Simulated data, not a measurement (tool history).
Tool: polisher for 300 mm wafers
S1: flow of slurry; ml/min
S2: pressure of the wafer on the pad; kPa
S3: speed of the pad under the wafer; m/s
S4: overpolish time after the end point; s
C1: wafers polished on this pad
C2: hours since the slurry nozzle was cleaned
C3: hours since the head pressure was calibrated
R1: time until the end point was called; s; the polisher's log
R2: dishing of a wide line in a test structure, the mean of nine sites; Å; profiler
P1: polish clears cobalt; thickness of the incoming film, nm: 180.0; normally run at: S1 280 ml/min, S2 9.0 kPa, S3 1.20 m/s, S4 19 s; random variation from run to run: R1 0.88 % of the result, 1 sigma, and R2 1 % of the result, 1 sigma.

run	hour	S1	S2	S3	S4	C1	C2	C3	R1	R2
1	5.3	280	9.0	1.20	19	808	402.7	719.8	44.262	396.76
2	10.9	355	9.0	0.60	19	867	408.3	725.4	86.692	278.12
3	21.2	280	9.0	1.20	19	975	418.6	735.7	44.508	397.77
4	27.7	280	9.0	1.20	19	1044	425.1	742.2	43.641	393.02
5	37.1	280	4.1	1.20	11	1143	434.5	751.6	96.378	169.16
6	47.1	280	9.0	1.20	29	1248	444.5	761.6	44.596	459.51
7	57.1	280	9.0	1.20	19	1354	454.5	771.6	44.251	401.09
8	67.2	280	9.0	1.20	19	1460	464.6	781.7	43.862	402.01
9	75.3	420	9.0	1.20	19	1546	472.7	789.8	42.620	410.33
10	84.7	170	9.0	1.20	19	1645	482.1	799.2	46.862	383.46
11	91.5	380	13.1	1.20	19	1717	488.9	806.0	29.131	446.01
12	96.8	280	4.8	1.20	19	1773	494.2	811.3	82.465	286.98
13	105.9	280	11.7	1.20	19	1869	503.3	820.4	33.918	433.58
14	112.6	280	9.0	1.20	19	1939	510.0	827.1	44.509	404.15
15	120.6	280	9.0	1.20	6	2024	518.0	835.1	44.120	190.21
16	127.7	280	9.0	1.20	19	2098	525.1	842.2	44.668	395.58
17	133.9	280	9.0	0.76	19	2164	531.3	848.4	69.233	307.56
18	144.6	280	9.0	1.76	19	2277	542.0	859.1	30.199	454.38
19	155.1	280	9.0	1.20	19	2387	552.5	869.6	44.057	394.93
20	164.5	280	9.0	1.20	19	2486	561.9	879.0	45.342	394.18
21	169.8	280	9.0	1.20	19	2542	567.2	884.3	45.473	396.52
22	178.4	280	9.0	1.20	19	2633	575.8	892.9	46.237	387.19
23	188.8	280	9.0	1.20	19	2743	586.2	903.3	45.993	387.65
24	200.0	280	9.0	1.20	19	2861	597.4	914.5	46.192	379.96
25	206.8	280	9.0	1.20	19	2932	604.2	921.3	46.404	387.38
# hour 213.3: head pressure recalibrated
26	217.7	280	9.0	1.20	19	3047	615.1	4.5	46.416	384.36
27	228.4	280	9.0	1.20	19	3160	625.8	15.2	46.790	387.31
28	235.1	280	9.0	1.20	19	3231	632.5	21.9	46.136	392.09

What P1 gives has crept away from where it was. These 2 causes fit the log equally well, each at the size given:
A: removal rate lost through wear of the pad, % = 5.62
B: slurry flow missing at the pad, % = 37.9
The creep began at about hour 155.1.
Why every other cause is out:
head's pressure below its setpoint, %: serviced at hour 213.3, which brought nothing back

4 check runs are offered, each on 5 wafers whose results are averaged, their results left as question marks. Which one tells the causes apart?
check 1	241.8	170	9.0	1.20	19				?	?
check 2	241.8	280	11.0	1.20	19				?	?
check 3	241.8	280	9.0	0.78	19				?	?
check 4	241.8	280	5.5	1.20	19				?	?

What each check would give under each cause:
check	result	if A	if B
check 1	R1	49.719	51.444
check 1	R2	375.39	369.17
check 2	R1	37.995	37.996
check 2	R2	420.48	420.48
check 3	R1	71.944	71.945
check 3	R2	307.52	307.51
check 4	R1	75.991	75.991
check 4	R2	297.34	297.34
How far apart the two closest causes lie, in the result that separates them most: check 1 3.41 %; check 2 0 %; check 3 0 %; check 4 0 %
Check 1 tells the causes apart: in the others they would give nearly the same result.

Then check 1 was run and gave: R1 49.584 s; R2 373.86 Å. Which cause is it?

It is A: removal rate lost through wear of the pad, %.
